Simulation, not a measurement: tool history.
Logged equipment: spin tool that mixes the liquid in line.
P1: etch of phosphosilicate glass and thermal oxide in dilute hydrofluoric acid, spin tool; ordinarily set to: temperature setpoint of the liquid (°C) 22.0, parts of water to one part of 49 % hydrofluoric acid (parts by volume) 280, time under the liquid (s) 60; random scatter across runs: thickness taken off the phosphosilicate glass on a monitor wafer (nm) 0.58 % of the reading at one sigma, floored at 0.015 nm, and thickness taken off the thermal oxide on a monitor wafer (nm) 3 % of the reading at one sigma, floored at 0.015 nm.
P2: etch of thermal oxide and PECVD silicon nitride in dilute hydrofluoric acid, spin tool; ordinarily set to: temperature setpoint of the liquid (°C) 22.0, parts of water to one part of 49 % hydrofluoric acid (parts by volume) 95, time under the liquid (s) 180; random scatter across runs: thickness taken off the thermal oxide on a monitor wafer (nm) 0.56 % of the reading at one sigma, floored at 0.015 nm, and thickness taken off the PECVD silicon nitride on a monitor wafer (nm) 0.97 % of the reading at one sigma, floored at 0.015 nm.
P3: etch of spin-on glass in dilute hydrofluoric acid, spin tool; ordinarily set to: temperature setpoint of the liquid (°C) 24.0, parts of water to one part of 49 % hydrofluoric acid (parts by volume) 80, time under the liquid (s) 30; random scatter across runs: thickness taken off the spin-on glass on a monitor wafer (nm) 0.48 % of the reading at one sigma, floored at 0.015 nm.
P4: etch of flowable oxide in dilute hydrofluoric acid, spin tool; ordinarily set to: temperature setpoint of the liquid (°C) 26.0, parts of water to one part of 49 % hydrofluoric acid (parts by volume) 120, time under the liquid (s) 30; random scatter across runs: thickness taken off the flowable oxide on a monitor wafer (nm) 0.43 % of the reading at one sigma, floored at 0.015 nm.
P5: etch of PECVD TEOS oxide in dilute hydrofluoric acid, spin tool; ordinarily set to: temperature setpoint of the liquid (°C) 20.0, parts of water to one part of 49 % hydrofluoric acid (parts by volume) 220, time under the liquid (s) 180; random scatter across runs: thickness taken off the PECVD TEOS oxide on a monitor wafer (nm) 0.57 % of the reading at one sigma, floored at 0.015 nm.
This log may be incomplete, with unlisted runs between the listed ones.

run    day  process that ran  temperature setpoint of the liquid (°C)  parts of water to one part of 49 % hydrofluoric acid (parts by volume)  time under the liquid (s)  thickness taken off the phosphosilicate glass on a monitor wafer (nm)  thickness taken off the thermal oxide on a monitor wafer (nm)  thickness taken off the spin-on glass on a monitor wafer (nm)  thickness taken off the PECVD TEOS oxide on a monitor wafer (nm)  thickness taken off the PECVD silicon nitride on a monitor wafer (nm)  thickness taken off the flowable oxide on a monitor wafer (nm)
  1  0.158                P1                                     22.0                                                                     280                         60                                                                15.4560                                                        0.77025
  2  0.321                P3                                     31.5                                                                      80                         30                                                                                                                                                                                              21.8130
  3  0.592                P5                                     20.0                                                                     220                         90                                                                                                                                                                                                                                                                 3.5052
  4  0.762                P5                                     25.5                                                                     220                        180                                                                                                                                                                                                                                                                 8.5835
  5  1.004                P3                                     24.0                                                                      80                         30                                                                                                                                                                                              16.2410
  6  1.154                P1                                     22.0                                                                     280                         60                                                                15.3310                                                        0.73843
  7  1.408                P2                                     22.0                                                                      95                        180                                                                                                                               8.39680                                                                                                                                                                                                  2.9229
  8  1.625                P3                                     24.0                                                                      80                         15                                                                                                                                                                                               8.1359
  9  1.896                P1                                     22.0                                                                     280                         60                                                                15.5430                                                        0.70733
 10  2.167                P1                                     22.0                                                                     280                         60                                                                15.4300                                                        0.77309
 11  2.304                P4                                     26.0                                                                     120                         30                                                                                                                                                                                                                                                                                                                                                                                                        10.481
 12  2.446                P2                                     22.0                                                                     160                        180                                                                                                                               4.60160                                                                                                                                                                                                  1.6963
 13  2.671                P1                                     22.0                                                                     185                         15                                                                 6.4547                                                        0.30295
 14  2.904                P1                                     26.5                                                                     280                         60                                                                17.9710                                                        0.91192
 15  3.092                P1                                     22.0                                                                     515                         60                                                                 6.8438                                                        0.32908
 16  3.308                P1                                     22.0                                                                     135                         60                                                                37.1150                                                        1.79090
 17  3.562                P4                                     32.5                                                                     120                         30                                                                                                                                                                                                                                                                                                                                                                                                        13.309
 18  3.821                P1                                     17.0                                                                     280                         60                                                                12.9140                                                        0.62528
 19  4.000                P2                                     26.5                                                                      95                        180                                                                                                                               9.95220                                                                                                                                                                                                  3.7849
 20  4.275                P5                                     20.0                                                                     220                        180                                                                                                                                                                                                                                                                 6.9109
 21  4.429                P1                                     22.0                                                                     280                         60                                                                15.3900                                                        0.74062
 22  4.662                P4                                     26.0                                                                      65                         30                                                                                                                                                                                                                                                                                                                                                                                                        20.816

For run 23, what comes out?
 23  4.808                P1                                     22.0                                                                     280                         15                                                                      ?                                                              ?

thickness taken off the phosphosilicate glass on a monitor wafer (nm): 3.8869
thickness taken off the thermal oxide on a monitor wafer (nm): 0.19927
